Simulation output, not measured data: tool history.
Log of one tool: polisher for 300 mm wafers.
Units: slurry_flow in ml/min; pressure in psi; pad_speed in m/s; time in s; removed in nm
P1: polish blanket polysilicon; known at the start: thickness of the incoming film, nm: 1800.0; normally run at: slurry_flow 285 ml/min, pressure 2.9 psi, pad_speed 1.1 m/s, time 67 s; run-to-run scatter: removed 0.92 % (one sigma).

run,hour,slurry_flow,pressure,pad_speed,time,wafers polished on this pad,hours since the slurry nozzle was cleaned,hours since the head pressure was calibrated,removed
1,6.7,285,2.9,1.1,67,330,123.5,747.6,594.62
2,16.5,285,1.7,1.1,67,432,133.3,757.4,348.01
3,24.4,285,2.9,1.1,67,515,141.2,765.3,600.67
4,31.2,285,2.9,1.7,67,587,148.0,772.1,918.55
5,44.4,285,2.9,1.1,67,725,161.2,785.3,599.42
6,52.7,285,2.9,1.1,67,812,169.5,793.6,597.08
7,62.8,285,2.9,1.1,30,918,179.6,803.7,265.90
8,74.8,170,3.8,1.1,67,1044,191.6,815.7,738.51
9,81.0,170,2.9,1.1,67,1109,197.8,821.9,563.09
10,91.8,395,2.9,1.1,67,1223,208.6,832.7,620.17
11,98.2,285,2.9,0.5,67,1290,215.0,839.1,271.60
12,109.0,285,2.9,1.1,67,1403,225.8,849.9,597.85
# hour 119.4: head pressure recalibrated
13,119.4,285,4.3,1.1,67,1512,236.2,0.0,880.70
14,129.3,285,2.9,1.1,67,1616,246.1,9.9,589.31
15,138.7,285,2.9,1.1,91,1715,255.5,19.3,811.15
16,149.1,285,2.9,1.1,67,1824,265.9,29.7,603.00

The next listed run, before its measurement:
17,161.1,285,2.9,1.1,67,1950,277.9,41.7,?

Run 17 gave removed 575.93 nm.
